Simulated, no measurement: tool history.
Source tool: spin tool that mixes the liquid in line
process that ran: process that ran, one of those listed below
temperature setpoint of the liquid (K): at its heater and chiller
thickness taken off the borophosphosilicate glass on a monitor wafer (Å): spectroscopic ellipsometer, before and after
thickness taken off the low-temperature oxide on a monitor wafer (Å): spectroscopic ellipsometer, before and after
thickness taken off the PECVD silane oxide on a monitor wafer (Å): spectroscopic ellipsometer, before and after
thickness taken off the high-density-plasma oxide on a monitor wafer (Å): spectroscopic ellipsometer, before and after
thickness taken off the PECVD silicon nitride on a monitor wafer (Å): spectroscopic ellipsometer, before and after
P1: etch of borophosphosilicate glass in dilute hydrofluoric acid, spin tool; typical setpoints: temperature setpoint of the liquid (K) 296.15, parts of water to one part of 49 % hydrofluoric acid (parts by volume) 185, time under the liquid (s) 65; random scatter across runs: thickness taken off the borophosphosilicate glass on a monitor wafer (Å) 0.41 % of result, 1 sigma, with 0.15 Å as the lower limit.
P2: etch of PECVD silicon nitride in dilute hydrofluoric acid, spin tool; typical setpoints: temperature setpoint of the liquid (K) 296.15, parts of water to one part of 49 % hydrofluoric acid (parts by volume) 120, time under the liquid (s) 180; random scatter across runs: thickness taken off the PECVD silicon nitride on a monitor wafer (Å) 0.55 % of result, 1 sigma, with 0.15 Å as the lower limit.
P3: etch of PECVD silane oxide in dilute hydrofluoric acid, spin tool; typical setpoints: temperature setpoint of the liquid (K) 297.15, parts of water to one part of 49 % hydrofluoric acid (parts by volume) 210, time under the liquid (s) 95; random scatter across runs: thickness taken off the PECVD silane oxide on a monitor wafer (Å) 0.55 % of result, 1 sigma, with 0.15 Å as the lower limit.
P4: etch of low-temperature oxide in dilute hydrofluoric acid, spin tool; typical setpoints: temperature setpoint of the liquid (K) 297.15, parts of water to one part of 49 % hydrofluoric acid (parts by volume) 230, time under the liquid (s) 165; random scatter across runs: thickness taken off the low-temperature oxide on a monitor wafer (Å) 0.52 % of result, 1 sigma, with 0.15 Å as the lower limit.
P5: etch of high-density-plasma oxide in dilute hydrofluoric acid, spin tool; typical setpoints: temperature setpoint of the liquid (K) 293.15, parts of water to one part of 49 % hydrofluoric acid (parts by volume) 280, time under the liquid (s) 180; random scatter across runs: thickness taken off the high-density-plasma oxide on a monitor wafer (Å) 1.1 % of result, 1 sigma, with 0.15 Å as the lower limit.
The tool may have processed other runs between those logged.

run	hour	process that ran	temperature setpoint of the liquid (K)	parts of water to one part of 49 % hydrofluoric acid (parts by volume)	time under the liquid (s)	hours since the thermometer was replaced	hours since the hydrofluoric acid flow meter was replaced	thickness taken off the borophosphosilicate glass on a monitor wafer (Å)	thickness taken off the low-temperature oxide on a monitor wafer (Å)	thickness taken off the PECVD silane oxide on a monitor wafer (Å)	thickness taken off the high-density-plasma oxide on a monitor wafer (Å)	thickness taken off the PECVD silicon nitride on a monitor wafer (Å)
1	12.1	P1	296.15	185	65	1723.7	376.7	150.620				
2	24.2	P4	304.15	230	165	1735.8	388.8		196.83			
3	42.0	P1	296.15	185	65	1753.6	406.6	151.460				
4	54.0	P1	301.65	185	65	1765.6	418.6	186.530				
5	66.2	P1	296.15	185	65	1777.8	430.8	151.320				
6	80.2	P3	297.15	210	185	1791.8	444.8			173.080		
7	88.9	P5	293.15	475	180	1800.5	453.5				11.482	
8	107.7	P4	297.15	230	290	1819.3	472.3		271.37			
9	122.0	P5	293.15	280	270	1833.6	486.6				34.678	
10	131.7	P4	297.15	230	165	1843.3	496.3		152.69			
11	146.3	P4	297.15	390	165	1857.9	510.9		77.28			
12	155.7	P1	296.15	185	35	1867.3	520.3	81.867				
13	166.5	P5	293.15	280	180	1878.1	531.1				23.246	
14	181.0	P1	290.65	185	110	1892.6	545.6	205.850				
15	196.2	P2	296.15	120	180	1907.8	560.8					55.761
16	208.4	P3	297.15	210	95	1920.0	573.0			88.953		
17	217.8	P1	296.15	325	30	1929.4	582.4	34.619				
18	229.7	P1	296.15	185	65	1941.3	594.3	151.250				
19	241.3	P1	292.15	185	65	1952.9	605.9	130.130				
20	254.5	P1	296.15	185	115	1966.1	619.1	267.620				
21	273.4	P3	304.65	210	95	1985.0	638.0			116.130		
22	287.7	P1	296.15	295	65	1999.3	652.3	84.963				
23	296.8	P3	297.15	55	95	2008.4	661.4			407.030		
24	308.3	P1	296.15	185	65	2019.9	672.9	150.620				
25	321.9	P2	296.15	120	295	2033.5	686.5					90.501
26	335.5	P2	296.15	170	180	2047.1	700.1					39.127
27	353.0	P1	296.15	45	65	2064.6	717.6	727.980				
28	369.8	P5	290.15	280	180	2081.4	734.4				20.685	
29	381.9	P4	297.15	230	165	2093.5	746.5		155.00			
30	396.9	P2	290.15	120	180	2108.5	761.5					37.383
31	405.4	P1	301.65	185	35	2117.0	770.0	99.816				
32	420.0	P1	296.15	185	65	2131.6	784.6	150.490				
33	428.7	P1	296.15	185	65	2140.3	793.3	147.550				
34	445.2	P1	296.15	185	65	2156.8	809.8	144.080				
35	460.1	P1	296.15	185	65	2171.7	824.7	142.480				
36	474.8	P1	296.15	185	65	2186.4	839.4	140.160				
37	491.2	P1	296.15	185	65	2202.8	855.8	139.740				
38	507.9	P1	296.15	185	65	2219.5	872.5	139.440				
39	517.9	P1	296.15	185	65	2229.5	882.5	140.080				
40	533.6	P1	296.15	185	65	2245.2	898.2	139.300				
41	550.6	P1	296.15	185	65	2262.2	915.2	138.400				
42	561.8	P1	296.15	185	65	2273.4	926.4	137.730				

P1 has crept away from where it was. The log is fitted equally well by each of these 2 causes, at the sizes shown:
A: liquid colder than its thermometer reads (K) = 2.34
B: hydrofluoric acid flow below the setpoint (%) = 7.15
Creep in the process output first set in at about hour 420.0.

Which of the 4 check runs listed below separates the causes, so that each cause would produce a clearly different result? Each run uses one wafer, and its results are marked with question marks.
check 1	573.0	P5	293.15	280	180						?	
check 2	573.0	P3	297.15	210	95					?		
check 3	573.0	P2	296.15	120	180							?
check 4	573.0	P4	297.15	230	165				?			

What every check run would give for each of its results, assuming each possible cause in turn:
check	result	if A	if B
check 1	thickness taken off the high-density-plasma oxide on a monitor wafer (Å)	21.168	21.042
check 2	thickness taken off the PECVD silane oxide on a monitor wafer (Å)	81.645	81.305
check 3	thickness taken off the PECVD silicon nitride on a monitor wafer (Å)	47.600	51.699
check 4	thickness taken off the low-temperature oxide on a monitor wafer (Å)	141.45	140.54
Per check, the gap between the least separated pair of causes, taken in the result that splits them most: check 1 0.6 %; check 2 0.42 %; check 3 8.26 %; check 4 0.65 %
Of the check runs offered, only check 3 discriminates between the causes; the rest would read about the same regardless of which cause applies.

After running check 3, the following was obtained: thickness taken off the PECVD silicon nitride on a monitor wafer (Å) 47.861. Which cause does this point to?

It was cause A: liquid colder than its thermometer reads (K).

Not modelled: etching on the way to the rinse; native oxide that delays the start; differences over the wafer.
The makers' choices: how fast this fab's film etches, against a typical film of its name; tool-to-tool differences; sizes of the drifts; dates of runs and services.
